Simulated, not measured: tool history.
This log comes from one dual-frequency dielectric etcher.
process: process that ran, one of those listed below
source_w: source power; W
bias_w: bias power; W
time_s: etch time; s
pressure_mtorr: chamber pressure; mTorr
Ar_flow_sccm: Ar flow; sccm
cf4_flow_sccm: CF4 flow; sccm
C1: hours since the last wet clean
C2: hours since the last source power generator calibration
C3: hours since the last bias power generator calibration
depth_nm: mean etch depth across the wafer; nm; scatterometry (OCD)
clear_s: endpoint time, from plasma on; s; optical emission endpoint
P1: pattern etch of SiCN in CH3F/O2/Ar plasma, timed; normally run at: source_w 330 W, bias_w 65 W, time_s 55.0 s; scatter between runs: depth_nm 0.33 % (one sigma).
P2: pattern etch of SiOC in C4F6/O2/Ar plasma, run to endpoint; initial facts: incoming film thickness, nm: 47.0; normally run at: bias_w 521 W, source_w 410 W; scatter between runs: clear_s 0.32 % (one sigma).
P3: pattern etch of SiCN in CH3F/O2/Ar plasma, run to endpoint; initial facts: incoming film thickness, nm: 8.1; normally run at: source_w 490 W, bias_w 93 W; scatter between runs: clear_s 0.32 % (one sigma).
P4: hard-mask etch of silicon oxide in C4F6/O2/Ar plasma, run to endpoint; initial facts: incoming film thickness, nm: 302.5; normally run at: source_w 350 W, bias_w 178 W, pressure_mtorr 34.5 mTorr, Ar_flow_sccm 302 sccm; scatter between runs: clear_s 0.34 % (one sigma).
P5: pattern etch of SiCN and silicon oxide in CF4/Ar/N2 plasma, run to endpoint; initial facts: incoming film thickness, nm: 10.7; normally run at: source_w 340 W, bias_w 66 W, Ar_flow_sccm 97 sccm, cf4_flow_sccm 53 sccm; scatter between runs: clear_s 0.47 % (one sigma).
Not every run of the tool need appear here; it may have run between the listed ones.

run 1 hour=8.2 | process=P1 source_w=330 bias_w=65 time_s=55.0 | C1=171.8 C2=365.6 C3=2500.5 | depth_nm=18.524
run 2 hour=15.7 | process=P1 source_w=330 bias_w=65 time_s=70.0 | C1=179.3 C2=373.1 C3=2508.0 | depth_nm=23.646
run 3 hour=29.3 | process=P4 source_w=350 bias_w=178 pressure_mtorr=28.0 Ar_flow_sccm=302 | C1=192.9 C2=386.7 C3=2521.6 | clear_s=99.406
run 4 hour=37.0 | process=P3 source_w=490 bias_w=125 | C1=200.6 C2=394.4 C3=2529.3 | clear_s=16.510
run 5 hour=47.4 | process=P5 source_w=340 bias_w=66 Ar_flow_sccm=129 cf4_flow_sccm=53 | C1=211.0 C2=404.8 C3=2539.7 | clear_s=18.385
run 6 hour=60.2 | process=P1 source_w=330 bias_w=85 time_s=55.0 | C1=223.8 C2=417.6 C3=2552.5 | depth_nm=20.550
run 7 hour=74.5 | process=P2 source_w=410 bias_w=521 | C1=238.1 C2=431.9 C3=2566.8 | clear_s=15.727
-- hour=84.0 source power generator calibrated
run 8 hour=87.0 | process=P1 source_w=410 bias_w=65 time_s=55.0 | C1=250.6 C2=3.0 C3=2579.3 | depth_nm=20.204
run 9 hour=99.5 | process=P4 source_w=350 bias_w=178 pressure_mtorr=34.5 Ar_flow_sccm=302 | C1=263.1 C2=15.5 C3=2591.8 | clear_s=101.870
run 10 hour=106.5 | process=P5 source_w=340 bias_w=66 Ar_flow_sccm=97 cf4_flow_sccm=37 | C1=270.1 C2=22.5 C3=2598.8 | clear_s=18.480
run 11 hour=116.8 | process=P4 source_w=210 bias_w=178 pressure_mtorr=34.5 Ar_flow_sccm=302 | C1=280.4 C2=32.8 C3=2609.1 | clear_s=124.710
run 12 hour=128.4 | process=P4 source_w=350 bias_w=215 pressure_mtorr=34.5 Ar_flow_sccm=302 | C1=292.0 C2=44.4 C3=2620.7 | clear_s=95.924
run 13 hour=142.2 | process=P1 source_w=330 bias_w=48 time_s=55.0 | C1=305.8 C2=58.2 C3=2634.5 | depth_nm=16.676
run 14 hour=152.8 | process=P1 source_w=200 bias_w=65 time_s=55.0 | C1=316.4 C2=68.8 C3=2645.1 | depth_nm=15.363
run 15 hour=166.0 | process=P1 source_w=330 bias_w=65 time_s=55.0 | C1=329.6 C2=82.0 C3=2658.3 | depth_nm=18.617
run 16 hour=181.0 | process=P3 source_w=490 bias_w=93 | C1=344.6 C2=97.0 C3=2673.3 | clear_s=18.559
run 17 hour=187.7 | process=P3 source_w=660 bias_w=93 | C1=351.3 C2=103.7 C3=2680.0 | clear_s=16.514
run 18 hour=199.2 | process=P5 source_w=340 bias_w=82 Ar_flow_sccm=97 cf4_flow_sccm=53 | C1=362.8 C2=115.2 C3=2691.5 | clear_s=16.169
run 19 hour=207.9 | process=P4 source_w=350 bias_w=178 pressure_mtorr=34.5 Ar_flow_sccm=412 | C1=371.5 C2=123.9 C3=2700.2 | clear_s=105.260
run 20 hour=223.0 | process=P1 source_w=330 bias_w=65 time_s=55.0 | C1=386.6 C2=139.0 C3=2715.3 | depth_nm=18.544
run 21 hour=236.7 | process=P1 source_w=330 bias_w=84 time_s=37.0 | C1=400.3 C2=152.7 C3=2729.0 | depth_nm=13.737
run 22 hour=250.2 | process=P5 source_w=340 bias_w=66 Ar_flow_sccm=97 cf4_flow_sccm=53 | C1=413.8 C2=166.2 C3=2742.5 | clear_s=17.357
run 23 hour=265.1 | process=P2 source_w=410 bias_w=521 | C1=428.7 C2=181.1 C3=2757.4 | clear_s=15.675
run 24 hour=274.1 | process=P1 source_w=240 bias_w=83 time_s=55.0 | C1=437.7 C2=190.1 C3=2766.4 | depth_nm=18.021
run 25 hour=287.8 | process=P1 source_w=330 bias_w=65 time_s=35.5 | C1=451.4 C2=203.8 C3=2780.1 | depth_nm=11.959
run 26 hour=295.9 | process=P2 source_w=320 bias_w=521 | C1=459.5 C2=211.9 C3=2788.2 | clear_s=17.194
run 27 hour=303.0 | process=P2 source_w=410 bias_w=672 | C1=466.6 C2=219.0 C3=2795.3 | clear_s=14.219
run 28 hour=313.7 | process=P1 source_w=330 bias_w=65 time_s=55.0 | C1=477.3 C2=229.7 C3=2806.0 | depth_nm=18.524
run 29 hour=323.9 | process=P5 source_w=450 bias_w=66 Ar_flow_sccm=97 cf4_flow_sccm=53 | C1=487.5 C2=239.9 C3=2816.2 | clear_s=13.697
run 30 hour=332.4 | process=P5 source_w=340 bias_w=66 Ar_flow_sccm=97 cf4_flow_sccm=53 | C1=496.0 C2=248.4 C3=2824.7 | clear_s=17.332
run 31 hour=345.3 | process=P1 source_w=330 bias_w=65 time_s=55.0 | C1=508.9 C2=261.3 C3=2837.6 | depth_nm=18.479
run 32 hour=351.9 | process=P1 source_w=330 bias_w=65 time_s=55.0 | C1=515.5 C2=267.9 C3=2844.2 | depth_nm=18.557
run 33 hour=362.1 | process=P1 source_w=330 bias_w=65 time_s=55.0 | C1=525.7 C2=278.1 C3=2854.4 | depth_nm=18.550
run 34 hour=370.4 | process=P1 source_w=330 bias_w=65 time_s=55.0 | C1=534.0 C2=286.4 C3=2862.7 | depth_nm=18.823
run 35 hour=378.4 | process=P1 source_w=330 bias_w=65 time_s=55.0 | C1=542.0 C2=294.4 C3=2870.7 | depth_nm=18.796
run 36 hour=385.2 | process=P1 source_w=330 bias_w=65 time_s=55.0 | C1=548.8 C2=301.2 C3=2877.5 | depth_nm=18.867
run 37 hour=392.0 | process=P1 source_w=330 bias_w=65 time_s=55.0 | C1=555.6 C2=308.0 C3=2884.3 | depth_nm=18.790
-- hour=393.1 wet clean of the chamber
run 38 hour=406.3 | process=P1 source_w=330 bias_w=65 time_s=55.0 | C1=13.3 C2=322.3 C3=2898.6 | depth_nm=18.845
run 39 hour=420.5 | process=P1 source_w=330 bias_w=65 time_s=55.0 | C1=27.5 C2=336.5 C3=2912.8 | depth_nm=18.908
run 40 hour=432.6 | process=P1 source_w=330 bias_w=65 time_s=55.0 | C1=39.6 C2=348.6 C3=2924.9 | depth_nm=18.910
run 41 hour=441.1 | process=P1 source_w=330 bias_w=65 time_s=55.0 | C1=48.1 C2=357.1 C3=2933.4 | depth_nm=18.798

The log shows P1 creeping away from where it was. Any of the 2 causes listed here, at the size stated for it, fits the log just as well as the others:
A: bias power that arrives over what is set, % = 4.78
B: source power that arrives over what is set, % = 4.46
The onset of the drift is placed at about hour 345.3.
Every other cause this tool's parts could produce, and why it does not fit the log:
chamber walls in a state that raises the etch rate, %: was serviced at hour 393.1, once the creep was under way, yet the earlier output never came back

You are offered 4 check runs, listed below with question marks in place of their results; each one averages 3 wafers. Which run separates the listed causes by giving clearly different results for each?
run check 1 hour=449.6 | process=P4 source_w=350 bias_w=178 pressure_mtorr=34.5 Ar_flow_sccm=302 | clear_s=?
run check 2 hour=449.6 | process=P2 source_w=410 bias_w=521 | clear_s=?
run check 3 hour=449.6 | process=P5 source_w=340 bias_w=66 Ar_flow_sccm=97 cf4_flow_sccm=53 | clear_s=?
run check 4 hour=449.6 | process=P3 source_w=490 bias_w=93 | clear_s=?

How each check would come out, cause by cause:
check=check_1 result=clear_s if_A=100.340 if_B=100.140
check=check_2 result=clear_s if_A=15.419 if_B=15.442
check=check_3 result=clear_s if_A=17.128 if_B=16.759
check=check_4 result=clear_s if_A=18.163 if_B=18.181
Distance between the nearest two causes, measured in the result of the check that separates them most: check 1 0.2 %; check 2 0.15 %; check 3 2.18 %; check 4 0.1 %
Check 3 tells the causes apart: in the others they would give nearly the same result.

The results of check 3 are: clear_s 17.108 s. Based on these, which of the listed causes is it?

The cause is A: bias power that arrives over what is set, %.

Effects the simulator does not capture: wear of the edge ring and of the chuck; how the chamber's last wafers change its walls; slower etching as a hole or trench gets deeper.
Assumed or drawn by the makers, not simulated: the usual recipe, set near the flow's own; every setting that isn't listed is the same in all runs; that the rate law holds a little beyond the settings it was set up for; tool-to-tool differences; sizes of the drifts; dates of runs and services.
